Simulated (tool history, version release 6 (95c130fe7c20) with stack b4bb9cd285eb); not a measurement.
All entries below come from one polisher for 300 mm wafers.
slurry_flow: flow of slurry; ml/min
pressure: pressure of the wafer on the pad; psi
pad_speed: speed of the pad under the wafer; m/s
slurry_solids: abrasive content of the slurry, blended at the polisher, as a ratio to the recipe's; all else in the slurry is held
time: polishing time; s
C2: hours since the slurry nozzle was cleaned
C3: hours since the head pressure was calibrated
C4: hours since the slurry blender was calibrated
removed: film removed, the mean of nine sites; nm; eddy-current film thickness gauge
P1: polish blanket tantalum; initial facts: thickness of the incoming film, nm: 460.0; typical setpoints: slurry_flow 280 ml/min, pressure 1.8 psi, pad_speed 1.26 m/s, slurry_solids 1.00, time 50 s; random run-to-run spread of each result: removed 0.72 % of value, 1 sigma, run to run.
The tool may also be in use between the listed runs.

run 1 hour=6.5 | slurry_flow=280 pressure=1.8 pad_speed=1.26 slurry_solids=1.00 time=50 | wafers_polished_on_this_pad=659 C2=112.5 C3=332.9 C4=59.3 | removed=85.005
run 2 hour=15.7 | slurry_flow=280 pressure=1.1 pad_speed=1.26 slurry_solids=1.00 time=50 | wafers_polished_on_this_pad=734 C2=121.7 C3=342.1 C4=68.5 | removed=52.077
run 3 hour=27.0 | slurry_flow=415 pressure=1.8 pad_speed=1.26 slurry_solids=1.00 time=69 | wafers_polished_on_this_pad=827 C2=133.0 C3=353.4 C4=79.8 | removed=121.440
run 4 hour=32.9 | slurry_flow=280 pressure=1.8 pad_speed=1.26 slurry_solids=0.55 time=50 | wafers_polished_on_this_pad=876 C2=138.9 C3=359.3 C4=85.7 | removed=69.090
run 5 hour=43.3 | slurry_flow=435 pressure=1.8 pad_speed=1.26 slurry_solids=1.00 time=50 | wafers_polished_on_this_pad=961 C2=149.3 C3=369.7 C4=96.1 | removed=87.280
run 6 hour=51.1 | slurry_flow=280 pressure=1.8 pad_speed=1.26 slurry_solids=1.45 time=50 | wafers_polished_on_this_pad=1025 C2=157.1 C3=377.5 C4=103.9 | removed=93.858
-- hour=57.0 slurry nozzle cleaned
run 7 hour=63.1 | slurry_flow=170 pressure=1.8 pad_speed=1.26 slurry_solids=1.00 time=50 | wafers_polished_on_this_pad=1124 C2=6.1 C3=389.5 C4=115.9 | removed=80.729
run 8 hour=72.8 | slurry_flow=280 pressure=1.8 pad_speed=1.26 slurry_solids=1.40 time=34 | wafers_polished_on_this_pad=1203 C2=15.8 C3=399.2 C4=125.6 | removed=62.442
run 9 hour=82.4 | slurry_flow=280 pressure=1.8 pad_speed=1.26 slurry_solids=1.00 time=50 | wafers_polished_on_this_pad=1282 C2=25.4 C3=408.8 C4=135.2 | removed=84.434
run 10 hour=94.1 | slurry_flow=280 pressure=1.8 pad_speed=0.58 slurry_solids=1.00 time=50 | wafers_polished_on_this_pad=1379 C2=37.1 C3=420.5 C4=146.9 | removed=39.140
run 11 hour=103.2 | slurry_flow=280 pressure=1.8 pad_speed=1.26 slurry_solids=1.00 time=50 | wafers_polished_on_this_pad=1453 C2=46.2 C3=429.6 C4=156.0 | removed=84.515
-- hour=115.4 head pressure recalibrated
run 12 hour=115.5 | slurry_flow=170 pressure=1.8 pad_speed=1.26 slurry_solids=1.00 time=33 | wafers_polished_on_this_pad=1554 C2=58.5 C3=0.1 C4=168.3 | removed=53.227
run 13 hour=124.5 | slurry_flow=280 pressure=1.8 pad_speed=1.26 slurry_solids=1.00 time=50 | wafers_polished_on_this_pad=1628 C2=67.5 C3=9.1 C4=177.3 | removed=84.336
run 14 hour=132.9 | slurry_flow=280 pressure=1.8 pad_speed=1.26 slurry_solids=1.00 time=32 | wafers_polished_on_this_pad=1697 C2=75.9 C3=17.5 C4=185.7 | removed=54.377
run 15 hour=138.6 | slurry_flow=280 pressure=2.6 pad_speed=1.26 slurry_solids=1.00 time=50 | wafers_polished_on_this_pad=1744 C2=81.6 C3=23.2 C4=191.4 | removed=124.570
run 16 hour=146.7 | slurry_flow=280 pressure=1.8 pad_speed=1.26 slurry_solids=1.00 time=50 | wafers_polished_on_this_pad=1811 C2=89.7 C3=31.3 C4=199.5 | removed=86.745
run 17 hour=152.8 | slurry_flow=280 pressure=1.8 pad_speed=1.26 slurry_solids=1.00 time=70 | wafers_polished_on_this_pad=1861 C2=95.8 C3=37.4 C4=205.6 | removed=120.000
run 18 hour=158.2 | slurry_flow=280 pressure=1.8 pad_speed=1.76 slurry_solids=1.00 time=50 | wafers_polished_on_this_pad=1905 C2=101.2 C3=42.8 C4=211.0 | removed=118.410
run 19 hour=168.1 | slurry_flow=280 pressure=1.8 pad_speed=1.26 slurry_solids=1.00 time=50 | wafers_polished_on_this_pad=1987 C2=111.1 C3=52.7 C4=220.9 | removed=85.712
run 20 hour=175.1 | slurry_flow=280 pressure=1.8 pad_speed=1.26 slurry_solids=1.00 time=50 | wafers_polished_on_this_pad=2044 C2=118.1 C3=59.7 C4=227.9 | removed=82.777
run 21 hour=186.1 | slurry_flow=280 pressure=1.8 pad_speed=1.26 slurry_solids=1.00 time=50 | wafers_polished_on_this_pad=2135 C2=129.1 C3=70.7 C4=238.9 | removed=80.270
run 22 hour=193.1 | slurry_flow=280 pressure=1.8 pad_speed=1.26 slurry_solids=1.00 time=50 | wafers_polished_on_this_pad=2192 C2=136.1 C3=77.7 C4=245.9 | removed=79.462
run 23 hour=202.2 | slurry_flow=280 pressure=1.8 pad_speed=1.26 slurry_solids=1.00 time=50 | wafers_polished_on_this_pad=2267 C2=145.2 C3=86.8 C4=255.0 | removed=79.691
-- hour=212.0 worn pad replaced by a new one
run 24 hour=213.9 | slurry_flow=280 pressure=1.8 pad_speed=1.26 slurry_solids=1.00 time=50 | wafers_polished_on_this_pad=15 C2=156.9 C3=98.5 C4=266.7 | removed=76.531
run 25 hour=219.5 | slurry_flow=280 pressure=1.8 pad_speed=1.26 slurry_solids=1.00 time=50 | wafers_polished_on_this_pad=61 C2=162.5 C3=104.1 C4=272.3 | removed=77.884
-- hour=227.5 slurry nozzle cleaned
run 26 hour=227.9 | slurry_flow=280 pressure=1.8 pad_speed=1.26 slurry_solids=1.00 time=50 | wafers_polished_on_this_pad=130 C2=0.5 C3=112.5 C4=280.7 | removed=76.812
run 27 hour=239.3 | slurry_flow=280 pressure=1.8 pad_speed=1.26 slurry_solids=1.00 time=50 | wafers_polished_on_this_pad=224 C2=11.9 C3=123.9 C4=292.1 | removed=76.147
run 28 hour=249.2 | slurry_flow=280 pressure=1.8 pad_speed=1.26 slurry_solids=1.00 time=50 | wafers_polished_on_this_pad=305 C2=21.8 C3=133.8 C4=302.0 | removed=76.804
run 29 hour=260.4 | slurry_flow=280 pressure=1.8 pad_speed=1.26 slurry_solids=1.00 time=50 | wafers_polished_on_this_pad=397 C2=33.0 C3=145.0 C4=313.2 | removed=76.464

The output of P1 has drifted from where it used to be. Each of the 2 causes below, taken at the size shown beside it, accounts for the log equally well:
A: head's pressure below its setpoint, % = 10.4
B: abrasive missing from the slurry, % = 28.9
Onset of the creep was near hour 168.1.
Excluded causes, each with its reason:
removal rate lost through wear of the pad, %: its service at hour 212.0 followed the start of the drift and did not put the process back to its old value
slurry flow missing at the pad, %: its service at hour 227.5 followed the start of the drift and did not put the process back to its old value

4 check runs are offered, each on 5 wafers whose results are averaged, their results left as question marks. Which one tells the causes apart?
run check 1 hour=271.6 | slurry_flow=280 pressure=1.8 pad_speed=1.26 slurry_solids=1.00 time=36 | removed=?
run check 2 hour=271.6 | slurry_flow=170 pressure=1.8 pad_speed=0.94 slurry_solids=1.00 time=50 | removed=?
run check 3 hour=271.6 | slurry_flow=280 pressure=1.8 pad_speed=1.26 slurry_solids=1.40 time=50 | removed=?
run check 4 hour=271.6 | slurry_flow=175 pressure=1.8 pad_speed=1.26 slurry_solids=1.00 time=50 | removed=?

How each check would come out, cause by cause:
check=check_1 result=removed if_A=54.975 if_B=54.972
check=check_2 result=removed if_A=53.589 if_B=53.586
check=check_3 result=removed if_A=83.141 if_B=85.104
check=check_4 result=removed if_A=72.148 if_B=72.144
How far apart the two closest causes lie, in the result that separates them most: check 1 0.01 %; check 2 0.01 %; check 3 2.33 %; check 4 0.01 %
Of the check runs offered, only check 3 discriminates between the causes; the rest would read about the same regardless of which cause applies.

With check 3 done, the readings were: removed 85.135 nm. Identify which of the listed causes applies.

It is B: abrasive missing from the slurry, %.
